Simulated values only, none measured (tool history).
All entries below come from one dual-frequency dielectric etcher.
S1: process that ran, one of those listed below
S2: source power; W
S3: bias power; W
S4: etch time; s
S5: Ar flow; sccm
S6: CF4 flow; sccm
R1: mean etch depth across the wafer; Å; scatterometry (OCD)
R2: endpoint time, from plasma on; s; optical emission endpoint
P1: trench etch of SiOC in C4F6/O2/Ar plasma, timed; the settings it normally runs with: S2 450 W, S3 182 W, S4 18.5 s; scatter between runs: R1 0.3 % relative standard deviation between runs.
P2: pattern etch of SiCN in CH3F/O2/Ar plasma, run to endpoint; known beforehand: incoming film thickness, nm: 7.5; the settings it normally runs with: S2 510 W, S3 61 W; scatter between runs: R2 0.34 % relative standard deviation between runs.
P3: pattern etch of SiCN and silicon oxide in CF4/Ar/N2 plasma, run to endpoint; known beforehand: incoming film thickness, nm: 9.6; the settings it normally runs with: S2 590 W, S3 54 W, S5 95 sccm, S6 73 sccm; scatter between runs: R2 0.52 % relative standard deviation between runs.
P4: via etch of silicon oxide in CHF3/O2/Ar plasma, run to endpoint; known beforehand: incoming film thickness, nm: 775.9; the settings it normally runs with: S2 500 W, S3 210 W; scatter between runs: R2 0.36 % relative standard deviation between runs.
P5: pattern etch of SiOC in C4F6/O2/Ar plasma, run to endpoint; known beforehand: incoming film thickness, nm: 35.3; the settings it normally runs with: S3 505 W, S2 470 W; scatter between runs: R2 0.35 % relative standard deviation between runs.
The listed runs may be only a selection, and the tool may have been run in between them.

run	hour	S1	S2	S3	S4	S5	S6	R1	R2
1	17.0	P1	450	182	18.5			389.33	
2	35.7	P3	590	54		95	73		9.3858
3	47.9	P3	590	54		95	59		9.8009
4	59.3	P3	590	42		95	73		10.1200
5	67.4	P1	350	182	18.5			353.16	
6	85.2	P1	450	130	12.0			228.55	
7	96.6	P3	800	54		95	73		7.1909
8	110.5	P5	470	505					11.1850
9	124.3	P1	450	125	18.5			347.12	
10	141.4	P1	450	182	18.5			389.99	
11	157.2	P2	510	61					19.8750
12	173.6	P3	590	54		64	73		8.7630
13	189.1	P4	500	127					480.5300
14	207.3	P4	360	210					461.2500
15	219.3	P1	450	111	23.0			417.73	
16	236.6	P1	450	182	12.5			262.76	
17	246.6	P2	510	45					21.7830
18	261.1	P2	610	61					18.3280
19	273.8	P3	590	54		95	73		9.4134
20	290.8	P4	500	210					408.3800
21	301.3	P5	470	349					12.7640
22	318.4	P1	450	182	25.5			534.78	
23	332.8	P1	450	182	18.5			387.29	
24	348.9	P1	450	182	18.5			389.19	
25	363.3	P1	450	137	26.5			509.88	
26	380.0	P5	300	505					13.1910
27	396.7	P1	450	239	18.5			423.25	
28	412.4	P4	500	210					408.2800
29	424.3	P1	620	182	18.5			439.72	
30	441.5	P1	450	182	18.5			389.95	
31	455.2	P1	450	182	18.5			387.55	
32	467.2	P1	450	182	18.5			390.62	
33	479.3	P1	450	182	18.5			393.09	
34	491.8	P1	450	182	18.5			392.46	
35	507.3	P1	450	182	18.5			393.21	
36	522.4	P1	450	182	18.5			394.21	
# hour 532.7: wet clean of the chamber
37	539.3	P1	450	182	18.5			394.48	
38	555.8	P1	450	182	18.5			397.66	
39	569.2	P1	450	182	18.5			395.23	
40	584.8	P1	450	182	18.5			394.78	
41	595.4	P1	450	182	18.5			397.07	
42	609.6	P1	450	182	18.5			395.18	

Compared with where it was, what P1 gives has crept away. Each cause listed below fits the log as well as the rest, at the size given for it:
A: bias power that arrives over what is set, % = 4.89
B: source power that arrives over what is set, % = 3.95
The creep began at about hour 455.2.
Excluded causes, each with its reason:
chamber walls in a state that raises the etch rate, %: serviced at hour 532.7, which brought nothing back

Each of the check runs listed below is run on 5 wafers and reports their average, with the results left as question marks. Pick the one under which the possible causes would lead to clearly different results.
check 1	623.8	P4	360	210					?
check 2	623.8	P2	510	51					?
check 3	623.8	P3	790	54		95	73		?
check 4	623.8	P5	310	426					?

Outcome of each check run for each possible cause:
check	result	if A	if B
check 1	R2	453.4900	454.6700
check 2	R2	20.6160	20.6210
check 3	R2	7.1311	6.9858
check 4	R2	13.6350	13.6810
Per check, the gap between the least separated pair of causes, taken in the result that splits them most: check 1 0.26 %; check 2 0.03 %; check 3 2.06 %; check 4 0.34 %
Check 3 distinguishes between the causes, while the remaining checks would return nearly the same result for all of them.

With check 3 done, the readings were: R2 6.9867 s. Identify which of the listed causes applies.

Of the candidate causes, it is B: source power that arrives over what is set, %.
